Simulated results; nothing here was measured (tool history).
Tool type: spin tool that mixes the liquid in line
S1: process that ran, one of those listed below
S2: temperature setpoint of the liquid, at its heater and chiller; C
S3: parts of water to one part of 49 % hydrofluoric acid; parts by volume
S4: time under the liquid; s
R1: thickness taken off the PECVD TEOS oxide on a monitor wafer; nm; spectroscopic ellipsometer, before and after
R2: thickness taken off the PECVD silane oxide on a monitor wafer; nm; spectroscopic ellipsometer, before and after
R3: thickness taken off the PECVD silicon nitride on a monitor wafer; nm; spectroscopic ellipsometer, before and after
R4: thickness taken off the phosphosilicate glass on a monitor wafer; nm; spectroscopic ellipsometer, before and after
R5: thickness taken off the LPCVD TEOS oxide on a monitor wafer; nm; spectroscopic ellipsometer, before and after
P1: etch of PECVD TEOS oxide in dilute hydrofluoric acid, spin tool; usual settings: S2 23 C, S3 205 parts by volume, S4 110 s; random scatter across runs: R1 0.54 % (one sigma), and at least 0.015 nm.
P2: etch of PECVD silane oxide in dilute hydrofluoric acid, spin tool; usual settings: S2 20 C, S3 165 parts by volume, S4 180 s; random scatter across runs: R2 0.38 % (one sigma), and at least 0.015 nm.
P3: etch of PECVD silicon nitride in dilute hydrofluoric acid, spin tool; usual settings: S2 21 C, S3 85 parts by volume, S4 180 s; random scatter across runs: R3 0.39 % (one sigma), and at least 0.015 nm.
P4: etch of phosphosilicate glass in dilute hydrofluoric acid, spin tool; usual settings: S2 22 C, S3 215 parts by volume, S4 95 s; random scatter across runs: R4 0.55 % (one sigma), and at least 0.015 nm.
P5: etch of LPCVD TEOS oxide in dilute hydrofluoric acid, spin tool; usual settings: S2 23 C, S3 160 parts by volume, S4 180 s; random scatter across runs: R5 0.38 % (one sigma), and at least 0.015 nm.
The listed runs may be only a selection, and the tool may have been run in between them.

run 1 day=0.321 | S1=P1 S2=23 S3=205 S4=110 | R1=5.2353
run 2 day=0.575 | S1=P2 S2=17 S3=165 S4=180 | R2=11.952
run 3 day=0.858 | S1=P3 S2=21 S3=85 S4=355 | R3=12.796
run 4 day=1.071 | S1=P4 S2=17 S3=215 S4=95 | R4=17.686
run 5 day=1.296 | S1=P1 S2=30.5 S3=335 S4=110 | R1=3.5992
run 6 day=1.654 | S1=P1 S2=23 S3=205 S4=20 | R1=0.91792
run 7 day=1.85 | S1=P5 S2=23 S3=160 S4=180 | R5=19.032
run 8 day=2.112 | S1=P1 S2=23 S3=135 S4=190 | R1=14.681
run 9 day=2.308 | S1=P5 S2=18.5 S3=160 S4=180 | R5=15.886
run 10 day=2.55 | S1=P3 S2=21 S3=85 S4=180 | R3=6.5438
run 11 day=2.883 | S1=P1 S2=23 S3=370 S4=110 | R1=2.424
-- day=3.192 thermometer replaced
run 12 day=3.233 | S1=P4 S2=22 S3=215 S4=95 | R4=21.381
run 13 day=3.579 | S1=P2 S2=20 S3=225 S4=180 | R2=9.2541
run 14 day=3.754 | S1=P1 S2=23 S3=205 S4=110 | R1=5.1796
run 15 day=4.121 | S1=P4 S2=22 S3=120 S4=95 | R4=42.309
run 16 day=4.45 | S1=P1 S2=17 S3=205 S4=110 | R1=4.1114
run 17 day=4.75 | S1=P5 S2=23 S3=160 S4=15 | R5=1.6244
run 18 day=4.929 | S1=P1 S2=28.5 S3=205 S4=200 | R1=11.421
run 19 day=5.192 | S1=P1 S2=31 S3=205 S4=110 | R1=6.9155
run 20 day=5.429 | S1=P3 S2=21 S3=140 S4=180 | R3=3.9886
run 21 day=5.754 | S1=P2 S2=20 S3=165 S4=345 | R2=25.808
run 22 day=5.971 | S1=P1 S2=23 S3=205 S4=110 | R1=5.2326
run 23 day=6.279 | S1=P4 S2=22 S3=215 S4=35 | R4=7.8657
run 24 day=6.6 | S1=P2 S2=20 S3=165 S4=180 | R2=13.373
run 25 day=6.829 | S1=P1 S2=23 S3=205 S4=110 | R1=5.2326
run 26 day=6.996 | S1=P3 S2=17 S3=85 S4=180 | R3=4.9627
run 27 day=7.162 | S1=P1 S2=23 S3=135 S4=110 | R1=8.4554
run 28 day=7.446 | S1=P1 S2=23 S3=205 S4=110 | R1=5.172
run 29 day=7.629 | S1=P5 S2=23 S3=260 S4=180 | R5=10.501
run 30 day=7.812 | S1=P1 S2=23 S3=205 S4=200 | R1=9.4497
run 31 day=8.062 | S1=P1 S2=23 S3=205 S4=110 | R1=5.2101
run 32 day=8.25 | S1=P1 S2=23 S3=205 S4=110 | R1=5.1943
run 33 day=8.588 | S1=P1 S2=23 S3=205 S4=110 | R1=5.04
run 34 day=8.95 | S1=P1 S2=23 S3=205 S4=110 | R1=4.9398
run 35 day=9.254 | S1=P1 S2=23 S3=205 S4=110 | R1=4.9639
run 36 day=9.517 | S1=P1 S2=23 S3=205 S4=110 | R1=4.9176
run 37 day=9.896 | S1=P1 S2=23 S3=205 S4=110 | R1=4.8928
run 38 day=10.138 | S1=P1 S2=23 S3=205 S4=110 | R1=4.9057

Compared with where it was, what P1 gives has crept away. Each cause listed below fits the log as well as the rest, at the size given for it:
A: liquid colder than its thermometer reads (K) = 1.65
B: hydrofluoric acid flow below the setpoint (%) = 4.96
Onset of the creep was near day 8.25.

Below are 4 check runs, each on a single wafer, with their results shown as question marks. Which of them would tell the listed causes apart, meaning the causes would give clearly different results under it?
run check 1 day=10.379 | S1=P4 S2=17 S3=140 S4=95 | R4=?
run check 2 day=10.379 | S1=P2 S2=20 S3=220 S4=180 | R2=?
run check 3 day=10.379 | S1=P5 S2=23 S3=160 S4=40 | R5=?
run check 4 day=10.379 | S1=P3 S2=21 S3=140 S4=345 | R3=?

Check results expected under each cause:
check=check_1 result=R4 if_A=27.202 if_B=27.489
check=check_2 result=R2 if_A=8.9504 if_B=8.9658
check=check_3 result=R5 if_A=3.9682 if_B=3.9834
check=check_4 result=R3 if_A=6.8919 if_B=7.3232
How far apart the two closest causes lie, in the result that separates them most: check 1 1.05 %; check 2 0.17 %; check 3 0.38 %; check 4 6.07 %
Only check 4 tells the causes apart: in the others they would give nearly the same result.

With check 4 done, the readings were: R3 6.901 nm. Identify which of the listed causes applies.

It is A: liquid colder than its thermometer reads (K).

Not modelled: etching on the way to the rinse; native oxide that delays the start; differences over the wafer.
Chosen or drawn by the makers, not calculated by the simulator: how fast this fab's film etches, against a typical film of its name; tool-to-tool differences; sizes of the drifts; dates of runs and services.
